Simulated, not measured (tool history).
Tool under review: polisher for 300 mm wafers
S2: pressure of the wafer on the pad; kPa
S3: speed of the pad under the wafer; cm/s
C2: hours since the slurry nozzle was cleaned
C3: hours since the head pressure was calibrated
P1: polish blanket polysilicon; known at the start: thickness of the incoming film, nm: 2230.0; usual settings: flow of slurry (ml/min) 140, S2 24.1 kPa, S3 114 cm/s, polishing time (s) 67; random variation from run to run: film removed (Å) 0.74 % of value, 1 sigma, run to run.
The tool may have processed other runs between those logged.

Run 1, day 0.275: flow of slurry (ml/min) 140, S2 24.1 kPa, S3 114 cm/s, polishing time (s) 67; wafers polished on this pad 378; C2 220.9; C3 196.9. Result: film removed (Å) 8490.7.
Run 2, day 0.596: flow of slurry (ml/min) 140, S2 24.1 kPa, S3 114 cm/s, polishing time (s) 67; wafers polished on this pad 431; C2 228.6; C3 204.6. Result: film removed (Å) 8553.1.
Run 3, day 1.042: flow of slurry (ml/min) 140, S2 30.3 kPa, S3 54 cm/s, polishing time (s) 67; wafers polished on this pad 505; C2 239.3; C3 215.3. Result: film removed (Å) 5043.9.
Run 4, day 1.675: flow of slurry (ml/min) 140, S2 35.2 kPa, S3 114 cm/s, polishing time (s) 67; wafers polished on this pad 611; C2 254.5; C3 230.5. Result: film removed (Å) 12365.
Run 5, day 2.088: flow of slurry (ml/min) 140, S2 24.1 kPa, S3 114 cm/s, polishing time (s) 67; wafers polished on this pad 679; C2 264.4; C3 240.4. Result: film removed (Å) 8495.5.
Run 6, day 2.433: flow of slurry (ml/min) 210, S2 24.1 kPa, S3 114 cm/s, polishing time (s) 67; wafers polished on this pad 737; C2 272.7; C3 248.7. Result: film removed (Å) 9039.9.
Run 7, day 2.717: flow of slurry (ml/min) 140, S2 24.1 kPa, S3 52 cm/s, polishing time (s) 67; wafers polished on this pad 784; C2 279.5; C3 255.5. Result: film removed (Å) 3905.2.
Run 8, day 3.067: flow of slurry (ml/min) 140, S2 24.1 kPa, S3 114 cm/s, polishing time (s) 40; wafers polished on this pad 842; C2 287.9; C3 263.9. Result: film removed (Å) 5079.
Run 9, day 3.608: flow of slurry (ml/min) 85, S2 24.1 kPa, S3 114 cm/s, polishing time (s) 67; wafers polished on this pad 933; C2 300.9; C3 276.9. Result: film removed (Å) 7526.8.
Run 10, day 3.929: flow of slurry (ml/min) 140, S2 24.1 kPa, S3 114 cm/s, polishing time (s) 67; wafers polished on this pad 986; C2 308.6; C3 284.6. Result: film removed (Å) 8439.7.
Run 11, day 4.367: flow of slurry (ml/min) 140, S2 12.4 kPa, S3 114 cm/s, polishing time (s) 67; wafers polished on this pad 1059; C2 319.1; C3 295.1. Result: film removed (Å) 4375.5.
Run 12, day 4.854: flow of slurry (ml/min) 140, S2 24.1 kPa, S3 168 cm/s, polishing time (s) 67; wafers polished on this pad 1140; C2 330.8; C3 306.8. Result: film removed (Å) 12567.
Run 13, day 5.333: flow of slurry (ml/min) 140, S2 24.1 kPa, S3 114 cm/s, polishing time (s) 102; wafers polished on this pad 1220; C2 342.3; C3 318.3. Result: film removed (Å) 12997.
Run 14, day 5.842: flow of slurry (ml/min) 85, S2 24.1 kPa, S3 162 cm/s, polishing time (s) 67; wafers polished on this pad 1304; C2 354.5; C3 330.5. Result: film removed (Å) 10734.

Forecast run 15:
Run 15, day 6.217: flow of slurry (ml/min) 140, S2 24.1 kPa, S3 114 cm/s, polishing time (s) 67; wafers polished on this pad 1367; C2 363.5; C3 339.5. Result: film removed (Å) ?.

Logged for run 15: film removed (Å) 8525.6.
